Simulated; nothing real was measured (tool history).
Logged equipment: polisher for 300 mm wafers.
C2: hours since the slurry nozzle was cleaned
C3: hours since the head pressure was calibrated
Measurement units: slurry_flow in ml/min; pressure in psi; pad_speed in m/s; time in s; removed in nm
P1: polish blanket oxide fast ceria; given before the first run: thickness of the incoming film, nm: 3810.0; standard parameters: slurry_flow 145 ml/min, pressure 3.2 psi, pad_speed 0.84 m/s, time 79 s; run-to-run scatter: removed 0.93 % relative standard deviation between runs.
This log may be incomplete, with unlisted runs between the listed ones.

Run 1, hour 4.6: slurry_flow 145 ml/min, pressure 3.2 psi, pad_speed 0.84 m/s, time 79 s; wafers polished on this pad 556; C2 129.9; C3 580.6. Result: removed 1419.2 nm.
Run 2, hour 7.7: slurry_flow 145 ml/min, pressure 5 psi, pad_speed 0.84 m/s, time 79 s; wafers polished on this pad 582; C2 133; C3 583.7. Result: removed 2215.4 nm.
Run 3, hour 10.2: slurry_flow 145 ml/min, pressure 3.2 psi, pad_speed 0.84 m/s, time 79 s; wafers polished on this pad 604; C2 135.5; C3 586.2. Result: removed 1418.6 nm.
Run 4, hour 14.5: slurry_flow 145 ml/min, pressure 3.2 psi, pad_speed 0.38 m/s, time 79 s; wafers polished on this pad 640; C2 139.8; C3 590.5. Result: removed 633.95 nm.
Run 5, hour 19.4: slurry_flow 145 ml/min, pressure 1.5 psi, pad_speed 0.84 m/s, time 39 s; wafers polished on this pad 683; C2 144.7; C3 595.4. Result: removed 319.02 nm.
Run 6, hour 23: slurry_flow 145 ml/min, pressure 3.2 psi, pad_speed 0.84 m/s, time 79 s; wafers polished on this pad 713; C2 148.3; C3 599. Result: removed 1406 nm.
Run 7, hour 26.2: slurry_flow 145 ml/min, pressure 3.2 psi, pad_speed 0.84 m/s, time 79 s; wafers polished on this pad 741; C2 151.5; C3 602.2. Result: removed 1423.5 nm.
Run 8, hour 29.1: slurry_flow 85 ml/min, pressure 3.2 psi, pad_speed 0.84 m/s, time 51 s; wafers polished on this pad 766; C2 154.4; C3 605.1. Result: removed 805.66 nm.
Run 9, hour 32.1: slurry_flow 110 ml/min, pressure 3.2 psi, pad_speed 0.84 m/s, time 79 s; wafers polished on this pad 792; C2 157.4; C3 608.1. Result: removed 1312.1 nm.
Run 10, hour 36.7: slurry_flow 215 ml/min, pressure 3.2 psi, pad_speed 0.84 m/s, time 79 s; wafers polished on this pad 831; C2 162; C3 612.7. Result: removed 1504.6 nm.
Run 11, hour 39.5: slurry_flow 145 ml/min, pressure 3.2 psi, pad_speed 0.84 m/s, time 123 s; wafers polished on this pad 855; C2 164.8; C3 615.5. Result: removed 2178.1 nm.
Run 12, hour 43.6: slurry_flow 145 ml/min, pressure 3.2 psi, pad_speed 1.32 m/s, time 79 s; wafers polished on this pad 890; C2 168.9; C3 619.6. Result: removed 2254.2 nm.
At hour 46.4: head pressure recalibrated.
Run 13, hour 46.5: slurry_flow 145 ml/min, pressure 3.2 psi, pad_speed 0.84 m/s, time 79 s; wafers polished on this pad 915; C2 171.8; C3 0.2. Result: removed 1400.5 nm.
Run 14, hour 49.9: slurry_flow 145 ml/min, pressure 2.2 psi, pad_speed 0.84 m/s, time 79 s; wafers polished on this pad 944; C2 175.2; C3 3.6. Result: removed 962.05 nm.
Run 15, hour 54.2: slurry_flow 145 ml/min, pressure 3.2 psi, pad_speed 0.84 m/s, time 44 s; wafers polished on this pad 981; C2 179.5; C3 7.9. Result: removed 799.54 nm.
Run 16, hour 58.8: slurry_flow 145 ml/min, pressure 3.2 psi, pad_speed 0.84 m/s, time 79 s; wafers polished on this pad 1021; C2 184.1; C3 12.5. Result: removed 1437.2 nm.
Run 17, hour 61.8: slurry_flow 145 ml/min, pressure 3.2 psi, pad_speed 0.84 m/s, time 79 s; wafers polished on this pad 1046; C2 187.1; C3 15.5. Result: removed 1364.7 nm.
Run 18, hour 65.6: slurry_flow 145 ml/min, pressure 3.2 psi, pad_speed 0.84 m/s, time 79 s; wafers polished on this pad 1079; C2 190.9; C3 19.3. Result: removed 1346.6 nm.
Run 19, hour 69.4: slurry_flow 145 ml/min, pressure 3.2 psi, pad_speed 0.84 m/s, time 79 s; wafers polished on this pad 1112; C2 194.7; C3 23.1. Result: removed 1279.6 nm.
Run 20, hour 72.5: slurry_flow 145 ml/min, pressure 3.2 psi, pad_speed 0.84 m/s, time 79 s; wafers polished on this pad 1138; C2 197.8; C3 26.2. Result: removed 1289.9 nm.
At hour 73.8: head pressure recalibrated.
Run 21, hour 76.4: slurry_flow 145 ml/min, pressure 3.2 psi, pad_speed 0.84 m/s, time 79 s; wafers polished on this pad 1172; C2 201.7; C3 2.6. Result: removed 1289.8 nm.
Run 22, hour 78.5: slurry_flow 145 ml/min, pressure 3.2 psi, pad_speed 0.84 m/s, time 79 s; wafers polished on this pad 1190; C2 203.8; C3 4.7. Result: removed 1261.3 nm.
Run 23, hour 82.9: slurry_flow 145 ml/min, pressure 3.2 psi, pad_speed 0.84 m/s, time 79 s; wafers polished on this pad 1228; C2 208.2; C3 9.1. Result: removed 1263.2 nm.
Run 24, hour 86.8: slurry_flow 145 ml/min, pressure 3.2 psi, pad_speed 0.84 m/s, time 79 s; wafers polished on this pad 1261; C2 212.1; C3 13. Result: removed 1260.7 nm.

The output of P1 has drifted from where it used to be. Each of the 2 causes below, taken at the size shown beside it, accounts for the log equally well:
A: slurry flow missing at the pad, % = 39.6
B: removal rate lost through wear of the pad, % = 10.8
At approximately hour 58.8, the process output began to creep.
All other causes, with the reason each is excluded:
head's pressure below its setpoint, %: work on it at hour 73.8, done after the drift set in, did not restore what the process gave before

Which of the check runs below tells the causes apart, meaning the causes would give it clearly different results? Each run uses 5 wafers whose results are averaged, and each result is shown as a question mark.
Run check 1, hour 90.7: slurry_flow 210 ml/min, pressure 4.2 psi, pad_speed 0.84 m/s, time 79 s. Result: removed ?.
Run check 2, hour 90.7: slurry_flow 145 ml/min, pressure 4.8 psi, pad_speed 0.84 m/s, time 79 s. Result: removed ?.
Run check 3, hour 90.7: slurry_flow 145 ml/min, pressure 4.7 psi, pad_speed 0.44 m/s, time 79 s. Result: removed ?.
Run check 4, hour 90.7: slurry_flow 145 ml/min, pressure 3.2 psi, pad_speed 1.12 m/s, time 119 s. Result: removed ?.

What every check run would give for each of its results, assuming each possible cause in turn:
  check   result    if A    if B
check 1  removed  1809.8  1751.8
check 2  removed  1892.4  1892.7
check 3  removed  970.59  970.76
check 4  removed  2533.8  2534.2
Gap, in per cent, between the two causes that each check separates least, read from the result that separates them most: check 1 3.26 %; check 2 0.02 %; check 3 0.02 %; check 4 0.02 %
Of the check runs offered, only check 1 discriminates between the causes; the rest would read about the same regardless of which cause applies.

Here is what check 1 returned: removed 1809.4 nm. Which cause is it?

A is the cause: slurry flow missing at the pad, %.
